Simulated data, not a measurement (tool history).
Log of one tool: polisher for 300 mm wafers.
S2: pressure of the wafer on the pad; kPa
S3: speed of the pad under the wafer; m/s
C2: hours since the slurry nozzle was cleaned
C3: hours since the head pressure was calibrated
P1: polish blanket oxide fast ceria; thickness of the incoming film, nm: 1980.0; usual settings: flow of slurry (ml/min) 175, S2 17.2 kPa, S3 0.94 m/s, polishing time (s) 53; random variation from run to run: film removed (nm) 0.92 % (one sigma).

{"run": 1, "hour": 9.5, "flow of slurry (ml/min)": 175, "S2": 17.2, "S3": 0.94, "polishing time (s)": 53, "wafers polished on this pad": 1133, "C2": 89.8, "C3": 670.4, "film removed (nm)": 626.31}
{"run": 2, "hour": 15.0, "flow of slurry (ml/min)": 175, "S2": 17.2, "S3": 1.44, "polishing time (s)": 53, "wafers polished on this pad": 1201, "C2": 95.3, "C3": 675.9, "film removed (nm)": 948.3}
{"run": 3, "hour": 22.4, "flow of slurry (ml/min)": 255, "S2": 17.2, "S3": 0.94, "polishing time (s)": 53, "wafers polished on this pad": 1294, "C2": 102.7, "C3": 683.3, "film removed (nm)": 660.64}
{"run": 4, "hour": 33.5, "flow of slurry (ml/min)": 175, "S2": 26.2, "S3": 0.94, "polishing time (s)": 25, "wafers polished on this pad": 1432, "C2": 113.8, "C3": 694.4, "film removed (nm)": 445.54}
{"run": 5, "hour": 45.9, "flow of slurry (ml/min)": 175, "S2": 17.2, "S3": 0.94, "polishing time (s)": 53, "wafers polished on this pad": 1587, "C2": 126.2, "C3": 706.8, "film removed (nm)": 631.42}
{"run": 6, "hour": 58.0, "flow of slurry (ml/min)": 175, "S2": 17.2, "S3": 0.94, "polishing time (s)": 53, "wafers polished on this pad": 1738, "C2": 138.3, "C3": 718.9, "film removed (nm)": 633.5}
{"run": 7, "hour": 65.5, "flow of slurry (ml/min)": 175, "S2": 17.2, "S3": 0.94, "polishing time (s)": 53, "wafers polished on this pad": 1832, "C2": 145.8, "C3": 726.4, "film removed (nm)": 629.2}
{"run": 8, "hour": 71.4, "flow of slurry (ml/min)": 175, "S2": 17.2, "S3": 0.48, "polishing time (s)": 53, "wafers polished on this pad": 1906, "C2": 151.7, "C3": 732.3, "film removed (nm)": 321.26}
{"run": 9, "hour": 82.1, "flow of slurry (ml/min)": 175, "S2": 17.2, "S3": 1.4, "polishing time (s)": 33, "wafers polished on this pad": 2039, "C2": 162.4, "C3": 743.0, "film removed (nm)": 584.62}
{"run": 10, "hour": 87.8, "flow of slurry (ml/min)": 175, "S2": 17.2, "S3": 0.94, "polishing time (s)": 28, "wafers polished on this pad": 2110, "C2": 168.1, "C3": 748.7, "film removed (nm)": 329.53}
{"run": 11, "hour": 93.4, "flow of slurry (ml/min)": 175, "S2": 25.5, "S3": 0.94, "polishing time (s)": 33, "wafers polished on this pad": 2180, "C2": 173.7, "C3": 754.3, "film removed (nm)": 580.94}
{"run": 12, "hour": 103.2, "flow of slurry (ml/min)": 175, "S2": 26.2, "S3": 0.94, "polishing time (s)": 53, "wafers polished on this pad": 2302, "C2": 183.5, "C3": 764.1, "film removed (nm)": 959.39}
{"run": 13, "hour": 112.9, "flow of slurry (ml/min)": 175, "S2": 7.6, "S3": 0.94, "polishing time (s)": 53, "wafers polished on this pad": 2424, "C2": 193.2, "C3": 773.8, "film removed (nm)": 281.12}
{"run": 14, "hour": 124.5, "flow of slurry (ml/min)": 175, "S2": 17.2, "S3": 0.94, "polishing time (s)": 83, "wafers polished on this pad": 2568, "C2": 204.8, "C3": 785.4, "film removed (nm)": 978.14}
{"run": 15, "hour": 135.4, "flow of slurry (ml/min)": 175, "S2": 17.2, "S3": 0.94, "polishing time (s)": 53, "wafers polished on this pad": 2704, "C2": 215.7, "C3": 796.3, "film removed (nm)": 625.31}
{"run": 16, "hour": 145.7, "flow of slurry (ml/min)": 105, "S2": 17.2, "S3": 0.94, "polishing time (s)": 53, "wafers polished on this pad": 2833, "C2": 226.0, "C3": 806.6, "film removed (nm)": 568.49}
{"run": 17, "hour": 153.4, "flow of slurry (ml/min)": 175, "S2": 17.2, "S3": 0.94, "polishing time (s)": 53, "wafers polished on this pad": 2929, "C2": 233.7, "C3": 814.3, "film removed (nm)": 629.56}
{"run": 18, "hour": 159.6, "flow of slurry (ml/min)": 175, "S2": 17.2, "S3": 0.94, "polishing time (s)": 53, "wafers polished on this pad": 3007, "C2": 239.9, "C3": 820.5, "film removed (nm)": 617.42}
{"run": 19, "hour": 169.2, "flow of slurry (ml/min)": 175, "S2": 17.2, "S3": 0.94, "polishing time (s)": 53, "wafers polished on this pad": 3126, "C2": 249.5, "C3": 830.1, "film removed (nm)": 586.79}
{"hour": 175.9, "done": "worn pad replaced by a new one"}
{"run": 20, "hour": 176.2, "flow of slurry (ml/min)": 175, "S2": 17.2, "S3": 0.94, "polishing time (s)": 53, "wafers polished on this pad": 4, "C2": 256.5, "C3": 837.1, "film removed (nm)": 581.1}
{"run": 21, "hour": 183.3, "flow of slurry (ml/min)": 175, "S2": 17.2, "S3": 0.94, "polishing time (s)": 53, "wafers polished on this pad": 93, "C2": 263.6, "C3": 844.2, "film removed (nm)": 567.79}
{"run": 22, "hour": 190.6, "flow of slurry (ml/min)": 175, "S2": 17.2, "S3": 0.94, "polishing time (s)": 53, "wafers polished on this pad": 184, "C2": 270.9, "C3": 851.5, "film removed (nm)": 573.08}
{"run": 23, "hour": 202.0, "flow of slurry (ml/min)": 175, "S2": 17.2, "S3": 0.94, "polishing time (s)": 53, "wafers polished on this pad": 326, "C2": 282.3, "C3": 862.9, "film removed (nm)": 565.73}

What P1 gives has crept away from where it was. These 2 causes fit the log equally well, each at the size given:
A: slurry flow missing at the pad, % = 37.7
B: head's pressure below its setpoint, % = 8.52
The creep began at about hour 153.4.
Why every other cause is out:
removal rate lost through wear of the pad, %: serviced at hour 175.9, which brought nothing back

4 check runs are offered, each on 2 wafers whose results are averaged, their results left as question marks. Which one tells the causes apart?
{"run": "check 1", "hour": 213.4, "flow of slurry (ml/min)": 105, "S2": 17.2, "S3": 1.32, "polishing time (s)": 53, "film removed (nm)": "?"}
{"run": "check 2", "hour": 213.4, "flow of slurry (ml/min)": 175, "S2": 17.2, "S3": 1.42, "polishing time (s)": 37, "film removed (nm)": "?"}
{"run": "check 3", "hour": 213.4, "flow of slurry (ml/min)": 175, "S2": 9.0, "S3": 0.94, "polishing time (s)": 28, "film removed (nm)": "?"}
{"run": "check 4", "hour": 213.4, "flow of slurry (ml/min)": 175, "S2": 17.2, "S3": 1.44, "polishing time (s)": 81, "film removed (nm)": "?"}

What each check would give under each cause:
check=check_1 result=film_removed_(nm) if_A=693.32 if_B=729.65
check=check_2 result=film_removed_(nm) if_A=604.34 if_B=604.38
check=check_3 result=film_removed_(nm) if_A=157.43 if_B=157.44
check=check_4 result=film_removed_(nm) if_A=1341.60 if_B=1341.70
How far apart the two closest causes lie, in the result that separates them most: check 1 5.11 %; check 2 0.01 %; check 3 0.01 %; check 4 0.01 %
Check 1 tells the causes apart: in the others they would give nearly the same result.

Check 1 was then run and gave: film removed (nm) 688.52. Which cause is it?

It is A: slurry flow missing at the pad, %.
